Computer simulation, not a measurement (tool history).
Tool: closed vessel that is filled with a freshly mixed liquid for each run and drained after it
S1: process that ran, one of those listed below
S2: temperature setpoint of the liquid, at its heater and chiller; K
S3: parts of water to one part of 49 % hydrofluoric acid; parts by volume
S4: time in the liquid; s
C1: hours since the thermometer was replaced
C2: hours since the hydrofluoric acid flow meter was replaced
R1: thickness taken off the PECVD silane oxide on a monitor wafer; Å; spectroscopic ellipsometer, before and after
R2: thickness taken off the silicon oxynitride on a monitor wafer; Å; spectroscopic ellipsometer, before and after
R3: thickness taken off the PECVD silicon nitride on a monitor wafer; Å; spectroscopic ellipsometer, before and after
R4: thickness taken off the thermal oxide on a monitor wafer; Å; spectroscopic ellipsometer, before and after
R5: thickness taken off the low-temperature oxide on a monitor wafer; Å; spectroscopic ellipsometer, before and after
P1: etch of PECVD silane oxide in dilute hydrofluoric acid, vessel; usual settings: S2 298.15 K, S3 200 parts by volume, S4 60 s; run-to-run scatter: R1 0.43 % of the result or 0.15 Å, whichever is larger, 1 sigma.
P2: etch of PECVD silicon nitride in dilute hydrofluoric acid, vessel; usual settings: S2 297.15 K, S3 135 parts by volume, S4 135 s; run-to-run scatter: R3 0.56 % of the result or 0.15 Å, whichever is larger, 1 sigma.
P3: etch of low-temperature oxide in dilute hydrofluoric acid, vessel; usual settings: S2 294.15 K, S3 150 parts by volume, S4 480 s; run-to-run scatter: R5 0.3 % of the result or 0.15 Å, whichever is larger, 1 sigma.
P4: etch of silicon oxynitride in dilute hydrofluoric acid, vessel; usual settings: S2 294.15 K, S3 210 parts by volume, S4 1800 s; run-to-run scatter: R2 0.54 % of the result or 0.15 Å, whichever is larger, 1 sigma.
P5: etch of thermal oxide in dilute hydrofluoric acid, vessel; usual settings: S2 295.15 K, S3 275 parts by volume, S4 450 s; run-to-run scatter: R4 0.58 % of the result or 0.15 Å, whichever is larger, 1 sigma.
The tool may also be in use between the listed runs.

Run 1, hour 7.5: S1 P1, S2 298.15 K, S3 200 parts by volume, S4 60 s; C1 772.5; C2 391.0. Result: R1 74.762 Å.
Run 2, hour 16.1: S1 P1, S2 298.15 K, S3 315 parts by volume, S4 60 s; C1 781.1; C2 399.6. Result: R1 42.687 Å.
Run 3, hour 22.5: S1 P4, S2 301.15 K, S3 210 parts by volume, S4 1800 s; C1 787.5; C2 406.0. Result: R2 178.740 Å.
Run 4, hour 30.6: S1 P1, S2 301.65 K, S3 200 parts by volume, S4 105 s; C1 795.6; C2 414.1. Result: R1 149.450 Å.
At hour 33.2: hydrofluoric acid flow meter replaced.
Run 5, hour 42.4: S1 P2, S2 297.15 K, S3 135 parts by volume, S4 65 s; C1 807.4; C2 9.3. Result: R3 25.657 Å.
Run 6, hour 51.4: S1 P1, S2 298.15 K, S3 200 parts by volume, S4 60 s; C1 816.4; C2 18.3. Result: R1 75.412 Å.
Run 7, hour 63.8: S1 P5, S2 295.15 K, S3 275 parts by volume, S4 450 s; C1 828.8; C2 30.7. Result: R4 61.5660 Å.
Run 8, hour 75.7: S1 P3, S2 302.65 K, S3 150 parts by volume, S4 480 s; C1 840.7; C2 42.6. Result: R5 388.19 Å.
Run 9, hour 85.8: S1 P1, S2 294.15 K, S3 200 parts by volume, S4 60 s; C1 850.8; C2 52.7. Result: R1 64.400 Å.
Run 10, hour 92.4: S1 P1, S2 305.15 K, S3 200 parts by volume, S4 60 s; C1 857.4; C2 59.3. Result: R1 95.989 Å.
Run 11, hour 105.5: S1 P2, S2 297.15 K, S3 35 parts by volume, S4 135 s; C1 870.5; C2 72.4. Result: R3 199.470 Å.
Run 12, hour 118.6: S1 P4, S2 294.15 K, S3 210 parts by volume, S4 1800 s; C1 883.6; C2 85.5. Result: R2 131.930 Å.
Run 13, hour 124.6: S1 P2, S2 297.15 K, S3 135 parts by volume, S4 135 s; C1 889.6; C2 91.5. Result: R3 53.837 Å.
Run 14, hour 133.3: S1 P4, S2 294.15 K, S3 210 parts by volume, S4 305 s; C1 898.3; C2 100.2. Result: R2 22.648 Å.
Run 15, hour 143.2: S1 P1, S2 290.15 K, S3 200 parts by volume, S4 30 s; C1 908.2; C2 110.1. Result: R1 27.590 Å.
Run 16, hour 156.4: S1 P1, S2 298.15 K, S3 200 parts by volume, S4 90 s; C1 921.4; C2 123.3. Result: R1 112.680 Å.
Run 17, hour 169.6: S1 P4, S2 294.15 K, S3 210 parts by volume, S4 1800 s; C1 934.6; C2 136.5. Result: R2 133.110 Å.
Run 18, hour 182.7: S1 P5, S2 295.15 K, S3 40 parts by volume, S4 450 s; C1 947.7; C2 149.6. Result: R4 542.7400 Å.
Run 19, hour 190.5: S1 P3, S2 294.15 K, S3 150 parts by volume, S4 775 s; C1 955.5; C2 157.4. Result: R5 455.49 Å.
Run 20, hour 202.4: S1 P1, S2 298.15 K, S3 90 parts by volume, S4 60 s; C1 967.4; C2 169.3. Result: R1 189.490 Å.
Run 21, hour 209.0: S1 P1, S2 298.15 K, S3 200 parts by volume, S4 60 s; C1 974.0; C2 175.9. Result: R1 75.588 Å.
Run 22, hour 217.2: S1 P4, S2 294.15 K, S3 355 parts by volume, S4 1800 s; C1 982.2; C2 184.1. Result: R2 72.083 Å.
Run 23, hour 223.8: S1 P2, S2 303.15 K, S3 135 parts by volume, S4 135 s; C1 988.8; C2 190.7. Result: R3 78.337 Å.
Run 24, hour 233.3: S1 P5, S2 295.15 K, S3 275 parts by volume, S4 30 s; C1 998.3; C2 200.2. Result: R4 4.0073 Å.
Run 25, hour 245.0: S1 P1, S2 298.15 K, S3 200 parts by volume, S4 60 s; C1 1010.0; C2 211.9. Result: R1 75.591 Å.
Run 26, hour 251.8: S1 P3, S2 294.15 K, S3 270 parts by volume, S4 480 s; C1 1016.8; C2 218.7. Result: R5 138.17 Å.
Run 27, hour 261.1: S1 P3, S2 294.15 K, S3 150 parts by volume, S4 480 s; C1 1026.1; C2 228.0. Result: R5 281.29 Å.
Run 28, hour 269.7: S1 P5, S2 290.15 K, S3 275 parts by volume, S4 450 s; C1 1034.7; C2 236.6. Result: R4 50.9600 Å.
Run 29, hour 282.1: S1 P3, S2 294.15 K, S3 150 parts by volume, S4 480 s; C1 1047.1; C2 249.0. Result: R5 281.80 Å.
Run 30, hour 291.0: S1 P1, S2 298.15 K, S3 200 parts by volume, S4 60 s; C1 1056.0; C2 257.9. Result: R1 74.974 Å.
Run 31, hour 301.8: S1 P1, S2 298.15 K, S3 200 parts by volume, S4 60 s; C1 1066.8; C2 268.7. Result: R1 74.987 Å.
Run 32, hour 309.5: S1 P1, S2 298.15 K, S3 200 parts by volume, S4 30 s; C1 1074.5; C2 276.4. Result: R1 37.710 Å.
Run 33, hour 318.8: S1 P1, S2 298.15 K, S3 200 parts by volume, S4 60 s; C1 1083.8; C2 285.7. Result: R1 75.630 Å.
Run 34, hour 330.5: S1 P1, S2 298.15 K, S3 200 parts by volume, S4 60 s; C1 1095.5; C2 297.4. Result: R1 77.190 Å.
Run 35, hour 339.5: S1 P1, S2 298.15 K, S3 200 parts by volume, S4 60 s; C1 1104.5; C2 306.4. Result: R1 78.898 Å.
Run 36, hour 350.7: S1 P1, S2 298.15 K, S3 200 parts by volume, S4 60 s; C1 1115.7; C2 317.6. Result: R1 80.465 Å.
Run 37, hour 364.0: S1 P1, S2 298.15 K, S3 200 parts by volume, S4 60 s; C1 1129.0; C2 330.9. Result: R1 80.213 Å.
Run 38, hour 372.5: S1 P1, S2 298.15 K, S3 200 parts by volume, S4 60 s; C1 1137.5; C2 339.4. Result: R1 81.014 Å.
Run 39, hour 384.3: S1 P1, S2 298.15 K, S3 200 parts by volume, S4 60 s; C1 1149.3; C2 351.2. Result: R1 81.454 Å.
Run 40, hour 396.0: S1 P1, S2 298.15 K, S3 200 parts by volume, S4 60 s; C1 1161.0; C2 362.9. Result: R1 81.644 Å.
Run 41, hour 406.0: S1 P1, S2 298.15 K, S3 200 parts by volume, S4 60 s; C1 1171.0; C2 372.9. Result: R1 81.984 Å.
Run 42, hour 418.9: S1 P1, S2 298.15 K, S3 200 parts by volume, S4 60 s; C1 1183.9; C2 385.8. Result: R1 81.406 Å.
Run 43, hour 426.2: S1 P1, S2 298.15 K, S3 200 parts by volume, S4 60 s; C1 1191.2; C2 393.1. Result: R1 81.564 Å.

What P1 gives has crept away from where it was. These 2 causes fit the log equally well, each at the size given:
A: liquid hotter than its thermometer reads (K) = 2.27
B: hydrofluoric acid flow above the setpoint (%) = 6.97
The creep began at about hour 318.8.

4 check runs are offered, one wafer each, their results left as question marks. Which one tells the causes apart?
Run check 1, hour 433.5: S1 P3, S2 294.15 K, S3 205 parts by volume, S4 480 s. Result: R5 ?.
Run check 2, hour 433.5: S1 P4, S2 294.15 K, S3 335 parts by volume, S4 470 s. Result: R2 ?.
Run check 3, hour 433.5: S1 P2, S2 302.15 K, S3 45 parts by volume, S4 135 s. Result: R3 ?.
Run check 4, hour 433.5: S1 P5, S2 291.65 K, S3 275 parts by volume, S4 50 s. Result: R4 ?.

What each check would give under each cause:
  check  result     if A     if B
check 1      R5   212.04   211.08
check 2      R2   22.132   21.780
check 3      R3  254.980  235.270
check 4      R4   6.5210   6.5141
How far apart the two closest causes lie, in the result that separates them most: check 1 0.45 %; check 2 1.6 %; check 3 8.04 %; check 4 0.11 %
Check 3 tells the causes apart: in the others they would give nearly the same result.

Then check 3 was run and gave: R3 236.730 Å. Which cause is it?

It is B: hydrofluoric acid flow above the setpoint (%).
